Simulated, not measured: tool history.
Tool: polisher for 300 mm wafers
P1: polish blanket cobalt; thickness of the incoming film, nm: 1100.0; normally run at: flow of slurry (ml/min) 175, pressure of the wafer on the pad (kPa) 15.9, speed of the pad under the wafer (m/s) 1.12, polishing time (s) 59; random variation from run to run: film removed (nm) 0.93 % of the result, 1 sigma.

run   hour  flow of slurry (ml/min)  pressure of the wafer on the pad (kPa)  speed of the pad under the wafer (m/s)  polishing time (s)  wafers polished on this pad  hours since the slurry nozzle was cleaned  hours since the head pressure was calibrated  film removed (nm)
  1    9.2                      175                                    15.9                                    1.12                  59                          621                                      184.5                                         268.8             312.43
  2   17.3                      175                                    22.8                                    1.12                  59                          701                                      192.6                                         276.9             453.55
  3   24.7                      175                                    15.9                                    1.12                  59                          775                                      200.0                                         284.3             312.29
  4   32.2                      230                                    15.9                                    1.12                  59                          849                                      207.5                                         291.8             327.25
  5   37.5                      175                                    15.9                                    1.12                  89                          902                                      212.8                                         297.1             482.97
  6   45.0                      175                                    15.9                                    1.12                  59                          976                                      220.3                                         304.6             320.63
  7   50.6                      175                                    15.9                                    0.54                  59                         1032                                      225.9                                         310.2             153.86
  8   58.8                      175                                    15.9                                    1.12                  59                         1114                                      234.1                                         318.4             316.32
  9   66.3                      175                                    15.9                                    1.12                  59                         1188                                      241.6                                         325.9             315.76
 10   72.1                      175                                    15.9                                    1.12                  59                         1246                                      247.4                                         331.7             313.39
 11   81.2                      175                                    15.9                                    1.72                  59                         1336                                      256.5                                         340.8             483.65
 12   88.7                      175                                    15.9                                    1.12                  37                         1411                                      264.0                                         348.3             199.00
 13   96.4                      175                                    15.9                                    1.12                  59                         1487                                      271.7                                         356.0             319.41
 14  105.7                      175                                     8.3                                    1.12                  39                         1580                                      281.0                                         365.3             107.90
 15  112.1                      175                                     6.9                                    1.12                  59                         1643                                      287.4                                         371.7             135.40
 16  118.1                      105                                    15.9                                    1.12                  59                         1703                                      293.4                                         377.7             289.28
 17  128.2                      175                                    15.9                                    1.12                  59                         1803                                      303.5                                         387.8             316.82
 18  136.0                      175                                    15.9                                    1.12                  59                         1881                                      311.3                                         395.6             312.89
 19  144.0                      175                                    15.9                                    1.12                  59                         1960                                      319.3                                         403.6             303.97
 20  151.3                      175                                    15.9                                    1.12                  59                         2033                                      326.6                                         410.9             302.18

Forecast run 21:
 21  157.7                      175                                    15.9                                    1.12                  59                         2096                                      333.0                                         417.3                  ?

{"run 21": {"film removed (nm)": 302.37}}
